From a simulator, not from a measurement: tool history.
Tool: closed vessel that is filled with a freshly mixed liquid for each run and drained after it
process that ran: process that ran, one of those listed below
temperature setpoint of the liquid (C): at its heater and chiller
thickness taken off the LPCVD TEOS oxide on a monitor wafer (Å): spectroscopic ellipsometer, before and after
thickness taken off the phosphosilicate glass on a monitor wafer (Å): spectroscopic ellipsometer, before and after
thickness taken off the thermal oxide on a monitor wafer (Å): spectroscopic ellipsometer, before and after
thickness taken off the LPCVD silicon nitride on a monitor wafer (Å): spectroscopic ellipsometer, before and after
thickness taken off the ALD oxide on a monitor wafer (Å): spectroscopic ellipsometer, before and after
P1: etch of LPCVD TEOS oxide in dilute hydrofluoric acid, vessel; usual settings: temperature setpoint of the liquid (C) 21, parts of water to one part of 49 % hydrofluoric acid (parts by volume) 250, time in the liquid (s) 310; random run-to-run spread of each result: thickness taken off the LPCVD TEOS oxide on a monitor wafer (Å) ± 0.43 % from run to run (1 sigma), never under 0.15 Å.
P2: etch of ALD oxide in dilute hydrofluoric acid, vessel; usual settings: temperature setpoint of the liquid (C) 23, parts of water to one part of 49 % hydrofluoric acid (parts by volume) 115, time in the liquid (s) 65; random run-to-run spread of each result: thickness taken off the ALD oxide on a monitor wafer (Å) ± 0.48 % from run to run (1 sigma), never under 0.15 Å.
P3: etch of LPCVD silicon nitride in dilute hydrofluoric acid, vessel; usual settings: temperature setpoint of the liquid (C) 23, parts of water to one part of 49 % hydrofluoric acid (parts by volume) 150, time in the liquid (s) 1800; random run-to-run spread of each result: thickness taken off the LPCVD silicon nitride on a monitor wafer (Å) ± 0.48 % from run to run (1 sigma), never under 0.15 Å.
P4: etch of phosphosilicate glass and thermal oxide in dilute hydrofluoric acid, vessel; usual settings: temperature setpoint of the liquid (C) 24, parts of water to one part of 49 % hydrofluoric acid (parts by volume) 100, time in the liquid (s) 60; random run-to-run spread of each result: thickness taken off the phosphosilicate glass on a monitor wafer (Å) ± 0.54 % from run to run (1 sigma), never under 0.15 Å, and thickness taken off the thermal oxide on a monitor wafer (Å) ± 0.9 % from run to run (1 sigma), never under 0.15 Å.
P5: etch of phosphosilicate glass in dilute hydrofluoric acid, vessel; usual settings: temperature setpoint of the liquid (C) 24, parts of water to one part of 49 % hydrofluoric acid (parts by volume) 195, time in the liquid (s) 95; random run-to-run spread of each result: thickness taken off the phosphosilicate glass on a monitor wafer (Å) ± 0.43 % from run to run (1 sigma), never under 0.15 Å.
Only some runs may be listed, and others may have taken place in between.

| run | hour | process that ran | temperature setpoint of the liquid (C) | parts of water to one part of 49 % hydrofluoric acid (parts by volume) | time in the liquid (s) | hours since the thermometer was replaced | hours since the hydrofluoric acid flow meter was replaced | thickness taken off the LPCVD TEOS oxide on a monitor wafer (Å) | thickness taken off the phosphosilicate glass on a monitor wafer (Å) | thickness taken off the thermal oxide on a monitor wafer (Å) | thickness taken off the LPCVD silicon nitride on a monitor wafer (Å) | thickness taken off the ALD oxide on a monitor wafer (Å) |
|---|---|---|---|---|---|---|---|---|---|---|---|---|
| 1 | 10.7 | P1 | 21 | 250 | 310 | 900.7 | 526.3 | 256.72 |  |  |  |  |
| 2 | 26.8 | P1 | 26.5 | 250 | 310 | 916.8 | 542.4 | 314.76 |  |  |  |  |
| 3 | 38.6 | P4 | 24 | 100 | 60 | 928.6 | 554.2 |  | 386.93 | 26.95 |  |  |
| 4 | 49.5 | P4 | 24 | 100 | 60 | 939.5 | 565.1 |  | 384.42 | 26.454 |  |  |
| 5 | 62.1 | P3 | 23 | 85 | 1800 | 952.1 | 577.7 |  |  |  | 97.728 |  |
| 6 | 71.1 | P2 | 23 | 115 | 30 | 961.1 | 586.7 |  |  |  |  | 69.931 |
| 7 | 85.3 | P5 | 24 | 195 | 30 | 975.3 | 600.9 |  | 80.673 |  |  |  |
| 8 | 94.4 | P1 | 21 | 250 | 310 | 984.4 | 610 | 258.32 |  |  |  |  |
| 9 | 107 | P1 | 21 | 90 | 545 | 997 | 622.6 | 1495.8 |  |  |  |  |
|  | 113.4 | hydrofluoric acid flow meter replaced |
| 10 | 124.1 | P1 | 21 | 250 | 310 | 1014.1 | 10.8 | 258.49 |  |  |  |  |
| 11 | 136.1 | P1 | 26 | 335 | 310 | 1026.1 | 22.8 | 211.09 |  |  |  |  |
| 12 | 143.9 | P1 | 17 | 250 | 310 | 1033.9 | 30.6 | 224.09 |  |  |  |  |
| 13 | 160.9 | P3 | 23 | 150 | 1800 | 1050.9 | 47.6 |  |  |  | 55.127 |  |
| 14 | 171.1 | P1 | 28 | 410 | 310 | 1061.1 | 57.8 | 171.26 |  |  |  |  |
|  | 176.3 | thermometer replaced |
| 15 | 180.5 | P2 | 30 | 115 | 65 | 4.2 | 67.2 |  |  |  |  | 201.43 |
| 16 | 196.3 | P5 | 24 | 195 | 95 | 20 | 83 |  | 256.14 |  |  |  |
| 17 | 206.8 | P3 | 23 | 150 | 3610 | 30.5 | 93.5 |  |  |  | 111.5 |  |
| 18 | 220.7 | P4 | 24 | 100 | 30 | 44.4 | 107.4 |  | 194.78 | 13.063 |  |  |
| 19 | 231.6 | P4 | 31.5 | 100 | 60 | 55.3 | 118.3 |  | 512.49 | 34.81 |  |  |
| 20 | 248 | P2 | 23 | 115 | 65 | 71.7 | 134.7 |  |  |  |  | 152.83 |
| 21 | 258.5 | P5 | 24 | 195 | 95 | 82.2 | 145.2 |  | 256.52 |  |  |  |
| 22 | 272.9 | P3 | 23 | 150 | 1800 | 96.6 | 159.6 |  |  |  | 55.754 |  |
| 23 | 289.6 | P5 | 32 | 195 | 95 | 113.3 | 176.3 |  | 340.48 |  |  |  |
| 24 | 306.4 | P1 | 21 | 250 | 310 | 130.1 | 193.1 | 257.76 |  |  |  |  |
| 25 | 318.4 | P1 | 21 | 375 | 310 | 142.1 | 205.1 | 153.96 |  |  |  |  |
| 26 | 330.9 | P2 | 23 | 115 | 65 | 154.6 | 217.6 |  |  |  |  | 153.37 |
| 27 | 344.9 | P3 | 17 | 150 | 1800 | 168.6 | 231.6 |  |  |  | 37.289 |  |
| 28 | 353 | P2 | 23 | 210 | 65 | 176.7 | 239.7 |  |  |  |  | 75.578 |
| 29 | 367.1 | P1 | 21 | 250 | 475 | 190.8 | 253.8 | 393.5 |  |  |  |  |
| 30 | 376.6 | P1 | 21 | 250 | 310 | 200.3 | 263.3 | 258.2 |  |  |  |  |
| 31 | 392.5 | P5 | 24 | 300 | 95 | 216.2 | 279.2 |  | 149.73 |  |  |  |
| 32 | 410 | P4 | 24 | 185 | 60 | 233.7 | 296.7 |  | 188.69 | 13.234 |  |  |
| 33 | 425.5 | P1 | 21 | 250 | 100 | 249.2 | 312.2 | 82.888 |  |  |  |  |
| 34 | 433.9 | P1 | 21 | 75 | 310 | 257.6 | 320.6 | 1038.5 |  |  |  |  |
| 35 | 445.8 | P1 | 21 | 250 | 310 | 269.5 | 332.5 | 256.14 |  |  |  |  |
| 36 | 454.4 | P1 | 21 | 250 | 310 | 278.1 | 341.1 | 267.32 |  |  |  |  |
| 37 | 471.8 | P1 | 21 | 250 | 310 | 295.5 | 358.5 | 275.34 |  |  |  |  |
| 38 | 489.1 | P1 | 21 | 250 | 310 | 312.8 | 375.8 | 281.64 |  |  |  |  |
| 39 | 496.8 | P1 | 21 | 250 | 310 | 320.5 | 383.5 | 280.59 |  |  |  |  |
| 40 | 510.9 | P1 | 21 | 250 | 310 | 334.6 | 397.6 | 283.27 |  |  |  |  |
| 41 | 525.6 | P1 | 21 | 250 | 310 | 349.3 | 412.3 | 282.86 |  |  |  |  |

The output of P1 has drifted from where it used to be. Each of the 2 causes below, taken at the size shown beside it, accounts for the log equally well:
A: liquid hotter than its thermometer reads (K) = 2.39
B: hydrofluoric acid flow above the setpoint (%) = 7.34
Onset of the creep was near hour 445.8.

The check runs listed below each take one wafer, and their results are still question marks. Under which run would the listed causes lead to clearly different results?
| check 1 | 540.3 | P5 | 31.5 | 195 | 30 |  |  |  | ? |  |  |  |
| check 2 | 540.3 | P4 | 28.5 | 100 | 30 |  |  |  | ? | ? |  |  |
| check 3 | 540.3 | P2 | 23 | 155 | 65 |  |  |  |  |  |  | ? |
| check 4 | 540.3 | P3 | 17 | 100 | 1800 |  |  |  |  |  | ? |  |

Outcome of each check run for each possible cause:
| check | result | if A | if B |
|---|---|---|---|
| check 1 | thickness taken off the phosphosilicate glass on a monitor wafer (Å) | 114.43 | 115.3 |
| check 2 | thickness taken off the phosphosilicate glass on a monitor wafer (Å) | 250.41 | 248.01 |
| check 2 | thickness taken off the thermal oxide on a monitor wafer (Å) | 17.441 | 17.274 |
| check 3 | thickness taken off the ALD oxide on a monitor wafer (Å) | 118.82 | 117.85 |
| check 4 | thickness taken off the LPCVD silicon nitride on a monitor wafer (Å) | 64.682 | 58.733 |
Per-check spread between the two closest causes, in the result where they differ most: check 1 0.75 %; check 2 0.96 %; check 3 0.82 %; check 4 9.65 %
Check 4 is the one run that separates the causes; every other check would come out nearly the same whichever cause is at work.

Running check 4 produced the following: thickness taken off the LPCVD silicon nitride on a monitor wafer (Å) 64.759. Which one of the listed causes fits?

It was cause A: liquid hotter than its thermometer reads (K).

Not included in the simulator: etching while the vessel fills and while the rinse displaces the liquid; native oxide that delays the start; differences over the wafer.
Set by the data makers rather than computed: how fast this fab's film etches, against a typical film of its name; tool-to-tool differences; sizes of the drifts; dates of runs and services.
